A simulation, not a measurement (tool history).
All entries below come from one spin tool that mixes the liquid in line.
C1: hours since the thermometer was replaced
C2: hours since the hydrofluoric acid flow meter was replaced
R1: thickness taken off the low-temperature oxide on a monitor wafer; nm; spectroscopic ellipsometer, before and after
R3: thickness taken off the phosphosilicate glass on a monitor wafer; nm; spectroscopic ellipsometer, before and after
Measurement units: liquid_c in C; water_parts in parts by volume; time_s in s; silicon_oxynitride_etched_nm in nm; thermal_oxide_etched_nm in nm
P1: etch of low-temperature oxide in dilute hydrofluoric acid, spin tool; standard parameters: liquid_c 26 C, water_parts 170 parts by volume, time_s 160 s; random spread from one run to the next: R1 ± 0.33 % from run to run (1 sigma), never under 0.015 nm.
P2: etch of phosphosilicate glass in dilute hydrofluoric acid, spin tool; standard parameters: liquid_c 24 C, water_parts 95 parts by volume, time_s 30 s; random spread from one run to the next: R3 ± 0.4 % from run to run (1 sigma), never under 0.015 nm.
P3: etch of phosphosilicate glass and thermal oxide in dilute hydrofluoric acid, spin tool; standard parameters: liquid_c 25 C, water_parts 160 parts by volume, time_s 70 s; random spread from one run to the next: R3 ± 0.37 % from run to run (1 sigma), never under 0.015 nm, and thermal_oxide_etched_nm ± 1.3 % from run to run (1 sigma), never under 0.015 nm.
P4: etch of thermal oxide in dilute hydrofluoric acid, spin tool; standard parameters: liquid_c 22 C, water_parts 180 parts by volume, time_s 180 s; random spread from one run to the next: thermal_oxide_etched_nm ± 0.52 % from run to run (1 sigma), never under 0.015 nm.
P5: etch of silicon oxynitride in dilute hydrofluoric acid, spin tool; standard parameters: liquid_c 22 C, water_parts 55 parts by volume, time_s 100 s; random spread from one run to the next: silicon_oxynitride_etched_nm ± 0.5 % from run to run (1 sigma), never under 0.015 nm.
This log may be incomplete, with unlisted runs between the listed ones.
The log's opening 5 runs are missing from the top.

run 6 day=1.075 | process=P1 liquid_c=26 water_parts=270 time_s=160 | C1=149.8 C2=513.0 | R1=9.2227
run 7 day=1.317 | process=P1 liquid_c=33 water_parts=170 time_s=160 | C1=155.6 C2=518.8 | R1=20.9410
run 8 day=1.504 | process=P1 liquid_c=26 water_parts=170 time_s=160 | C1=160.1 C2=523.3 | R1=16.3570
run 9 day=1.683 | process=P3 liquid_c=17 water_parts=160 time_s=70 | C1=164.4 C2=527.6 | R3=40.139 thermal_oxide_etched_nm=1.4936
run 10 day=1.858 | process=P1 liquid_c=26 water_parts=170 time_s=160 | C1=168.6 C2=531.8 | R1=16.4190
run 11 day=2.050 | process=P3 liquid_c=25 water_parts=60 time_s=70 | C1=173.2 C2=536.4 | R3=167.840 thermal_oxide_etched_nm=6.2533
run 12 day=2.204 | process=P1 liquid_c=22 water_parts=245 time_s=160 | C1=176.9 C2=540.1 | R1=9.0313
run 13 day=2.371 | process=P4 liquid_c=17 water_parts=180 time_s=180 | C1=180.9 C2=544.1 | thermal_oxide_etched_nm=3.3001
run 14 day=2.579 | process=P1 liquid_c=26 water_parts=170 time_s=160 | C1=185.9 C2=549.1 | R1=16.3050
run 15 day=2.767 | process=P2 liquid_c=30 water_parts=95 time_s=30 | C1=190.4 C2=553.6 | R3=82.144
run 16 day=3.000 | process=P5 liquid_c=22 water_parts=30 time_s=100 | C1=196.0 C2=559.2 | silicon_oxynitride_etched_nm=8.3082
run 17 day=3.204 | process=P2 liquid_c=24 water_parts=95 time_s=30 | C1=200.9 C2=564.1 | R3=64.500
run 18 day=3.321 | process=P2 liquid_c=24 water_parts=150 time_s=30 | C1=203.7 C2=566.9 | R3=38.366
run 19 day=3.438 | process=P1 liquid_c=26 water_parts=170 time_s=255 | C1=206.5 C2=569.7 | R1=25.9490
run 20 day=3.608 | process=P1 liquid_c=26 water_parts=170 time_s=160 | C1=210.6 C2=573.8 | R1=16.3360
run 21 day=3.721 | process=P3 liquid_c=25 water_parts=160 time_s=70 | C1=213.3 C2=576.5 | R3=55.673 thermal_oxide_etched_nm=2.0594
run 22 day=3.833 | process=P5 liquid_c=17 water_parts=55 time_s=100 | C1=216.0 C2=579.2 | silicon_oxynitride_etched_nm=3.4832
run 23 day=4.008 | process=P1 liquid_c=26 water_parts=170 time_s=160 | C1=220.2 C2=583.4 | R1=16.3790
run 24 day=4.233 | process=P4 liquid_c=22 water_parts=180 time_s=85 | C1=225.6 C2=588.8 | thermal_oxide_etched_nm=1.8698

Run 25 comes next. What will it give?
run 25 day=4.483 | process=P5 liquid_c=22 water_parts=55 time_s=100 | C1=231.6 C2=594.8 | silicon_oxynitride_etched_nm=?

Run 25 yielded silicon_oxynitride_etched_nm 4.4571 nm.
